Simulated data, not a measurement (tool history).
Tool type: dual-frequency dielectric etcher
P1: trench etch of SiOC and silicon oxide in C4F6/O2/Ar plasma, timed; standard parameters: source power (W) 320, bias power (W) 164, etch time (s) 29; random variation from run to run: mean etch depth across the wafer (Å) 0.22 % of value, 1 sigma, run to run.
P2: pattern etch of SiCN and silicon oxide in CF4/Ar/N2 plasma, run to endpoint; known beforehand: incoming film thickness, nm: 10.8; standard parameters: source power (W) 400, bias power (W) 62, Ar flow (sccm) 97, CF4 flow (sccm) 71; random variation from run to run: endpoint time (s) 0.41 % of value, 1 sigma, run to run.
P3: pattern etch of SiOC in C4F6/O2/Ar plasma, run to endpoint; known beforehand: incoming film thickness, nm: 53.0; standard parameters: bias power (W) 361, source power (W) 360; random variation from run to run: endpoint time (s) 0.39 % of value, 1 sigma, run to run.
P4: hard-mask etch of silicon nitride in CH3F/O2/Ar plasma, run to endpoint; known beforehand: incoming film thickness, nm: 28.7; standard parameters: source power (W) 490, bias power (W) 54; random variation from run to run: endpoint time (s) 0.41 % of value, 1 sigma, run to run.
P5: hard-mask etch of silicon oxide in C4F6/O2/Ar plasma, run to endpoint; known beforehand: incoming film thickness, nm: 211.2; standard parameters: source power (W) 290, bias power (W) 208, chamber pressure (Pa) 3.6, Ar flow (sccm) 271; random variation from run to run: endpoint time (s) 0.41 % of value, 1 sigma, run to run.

run	hour	process that ran	source power (W)	bias power (W)	etch time (s)	Ar flow (sccm)	CF4 flow (sccm)	chamber pressure (Pa)	hours since the last wet clean	hours since the last source power generator calibration	hours since the last bias power generator calibration	mean etch depth across the wafer (Å)	endpoint time (s)
1	17.3	P1	320	164	29				334.5	2312.8	633.7	510.14	
2	32.2	P2	400	62		97	71		349.4	2327.7	648.6		14.496
3	44.7	P5	290	208		271		3.6	361.9	2340.2	661.1		71.619
4	55.7	P3	240	361					372.9	2351.2	672.1		24.304
5	63.5	P2	400	36		97	71		380.7	2359	679.9		17.082
6	71.9	P1	320	164	29				389.1	2367.4	688.3	510.94	
7	82	P4	490	74					399.2	2377.5	698.4		38.86
8	97.8	P1	320	124	29				415	2393.3	714.2	467.1	
9	108	P3	360	361					425.2	2403.5	724.4		21.156
# hour 111.6: bias power generator calibrated
10	125.4	P1	220	164	29				442.6	2420.9	13.8	441.13	
11	142.5	P2	400	62		97	56		459.7	2438	30.9		14.953
12	155.8	P3	360	225					473	2451.3	44.2		24.755
13	172.9	P5	290	266		271		3.6	490.1	2468.4	61.3		66.358
14	181.1	P1	320	164	41				498.3	2476.6	69.5	718.82	
15	189.9	P1	320	164	29				507.1	2485.4	78.3	510.1	
16	199	P1	320	164	29				516.2	2494.5	87.4	510.37	
17	207.7	P1	390	164	29				524.9	2503.2	96.1	548.22	
18	215.9	P5	400	208		271		3.6	533.1	2511.4	104.3		63.511
19	224.3	P5	290	208		383		3.6	541.5	2519.8	112.7		75.306
20	233	P2	400	62		69	71		550.2	2528.5	121.4		13.808
# hour 233.4: source power generator calibrated
21	246.3	P2	400	62		97	71		563.5	13	134.7		14.471
22	261.2	P4	490	54					578.4	27.9	149.6		42.809
23	274.7	P1	320	164	16				591.9	41.4	163.1	281.66	
24	290.8	P4	680	54					608	57.5	179.2		37.526
25	299.5	P2	320	62		97	71		616.7	66.2	187.9		17.545
26	311.9	P5	290	208		271		4.7	629.1	78.6	200.3		73.765
27	324.2	P1	320	197	29				641.4	90.9	212.6	541.8	
28	340.8	P1	420	164	37				658	107.5	229.2	720.86	
29	348.8	P1	320	164	29				666	115.5	237.2	508.57	
30	364.7	P1	320	164	29				681.9	131.4	253.1	506.31	
31	376.1	P1	320	164	29				693.3	142.8	264.5	504.68	
32	385.1	P1	320	164	29				702.3	151.8	273.5	502.59	
# hour 391.6: wet clean of the chamber
33	399.5	P1	320	164	29				8	166.2	287.9	502.04	
34	411.7	P1	320	164	29				20.2	178.4	300.1	502.37	
35	429.2	P1	320	164	29				37.7	195.9	317.6	501.88	
36	439.5	P1	320	164	29				48	206.2	327.9	504.95	

What P1 gives has crept off from where it sat before. The 2 causes that follow fit the log equally well, each at the size noted:
A: bias power that arrives under what is set, % = 4.61
B: source power that arrives under what is set, % = 3.74
The gradual shift began around hour 348.8.
Excluded causes, each with its reason:
chamber walls in a state that lowers the etch rate, %: serviced after onset, at hour 391.6, with no recovery of the prior output

The 4 check runs listed below each average the results of 2 wafers, and their outcomes are marked with question marks. Under which run would the listed causes produce clearly different results?
check 1	449.8	P5	290	242		326		3.6					?
check 2	449.8	P3	250	229									?
check 3	449.8	P4	590	54									?
check 4	449.8	P2	400	39		97	71						?

Check results expected under each cause:
check	result	if A	if B
check 1	endpoint time (s)	70.731	70.617
check 2	endpoint time (s)	28.677	28.638
check 3	endpoint time (s)	40.423	40.442
check 4	endpoint time (s)	16.887	17.239
Smallest distance between any two causes, each pair judged by its most separating result, in per cent: check 1 0.16 %; check 2 0.14 %; check 3 0.05 %; check 4 2.06 %
The other checks would show nearly matching results whichever cause is true, so check 4 is the only one that separates the causes.

After running check 4, the following was obtained: endpoint time (s) 16.916. Which cause does this point to?

It was cause A: bias power that arrives under what is set, %.
